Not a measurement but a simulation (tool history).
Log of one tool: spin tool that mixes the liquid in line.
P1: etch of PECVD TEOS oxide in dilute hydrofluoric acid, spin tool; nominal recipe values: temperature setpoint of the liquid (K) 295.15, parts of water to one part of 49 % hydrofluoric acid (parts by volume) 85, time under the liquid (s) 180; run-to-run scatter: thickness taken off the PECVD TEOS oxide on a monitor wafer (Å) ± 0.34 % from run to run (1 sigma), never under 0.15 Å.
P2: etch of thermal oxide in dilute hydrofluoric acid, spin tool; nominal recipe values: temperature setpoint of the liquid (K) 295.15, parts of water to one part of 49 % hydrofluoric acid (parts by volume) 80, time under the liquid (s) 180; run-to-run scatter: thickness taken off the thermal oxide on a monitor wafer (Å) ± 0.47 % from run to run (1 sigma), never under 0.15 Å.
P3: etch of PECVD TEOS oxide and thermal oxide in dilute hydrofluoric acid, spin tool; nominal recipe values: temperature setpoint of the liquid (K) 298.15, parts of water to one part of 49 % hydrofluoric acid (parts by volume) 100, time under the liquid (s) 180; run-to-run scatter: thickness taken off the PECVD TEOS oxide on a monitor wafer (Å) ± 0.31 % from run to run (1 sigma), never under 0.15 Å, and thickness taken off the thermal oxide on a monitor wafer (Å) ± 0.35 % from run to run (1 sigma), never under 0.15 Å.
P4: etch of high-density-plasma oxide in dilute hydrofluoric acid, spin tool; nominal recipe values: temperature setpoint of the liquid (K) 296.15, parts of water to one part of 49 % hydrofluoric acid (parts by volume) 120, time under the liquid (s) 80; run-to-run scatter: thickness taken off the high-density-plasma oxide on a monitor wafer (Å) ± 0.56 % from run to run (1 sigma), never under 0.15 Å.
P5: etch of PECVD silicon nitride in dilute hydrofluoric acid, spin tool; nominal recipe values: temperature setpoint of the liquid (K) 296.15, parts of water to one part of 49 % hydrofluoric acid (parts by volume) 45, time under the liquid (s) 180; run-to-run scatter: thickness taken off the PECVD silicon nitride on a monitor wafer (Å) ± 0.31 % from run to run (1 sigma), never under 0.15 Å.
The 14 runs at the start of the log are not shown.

run	day	process that ran	temperature setpoint of the liquid (K)	parts of water to one part of 49 % hydrofluoric acid (parts by volume)	time under the liquid (s)	hours since the thermometer was replaced	hours since the hydrofluoric acid flow meter was replaced	thickness taken off the PECVD TEOS oxide on a monitor wafer (Å)	thickness taken off the thermal oxide on a monitor wafer (Å)	thickness taken off the high-density-plasma oxide on a monitor wafer (Å)	thickness taken off the PECVD silicon nitride on a monitor wafer (Å)
15	5.675	P5	296.15	45	180	247.3	560.5				71.97
16	5.929	P4	296.15	120	80	253.4	566.6			41.17	
17	6.408	P1	295.15	85	180	264.9	578.1	231.83			
18	6.671	P5	296.15	20	180	271.2	584.4				156.19
19	7.238	P2	295.15	25	180	284.8	598		357.01		
20	7.567	P1	290.15	85	180	292.7	605.9	187.94			
21	7.896	P1	295.15	35	180	300.6	613.8	601.62			
22	8.4	P1	300.65	50	180	312.7	625.9	515.23			

Run 23, settings as shown, results not yet in. Your forecast:
23	8.688	P2	295.15	80	15	319.6	632.8		?		

{"run 23": {"thickness taken off the thermal oxide on a monitor wafer (Å)": 8.7838}}
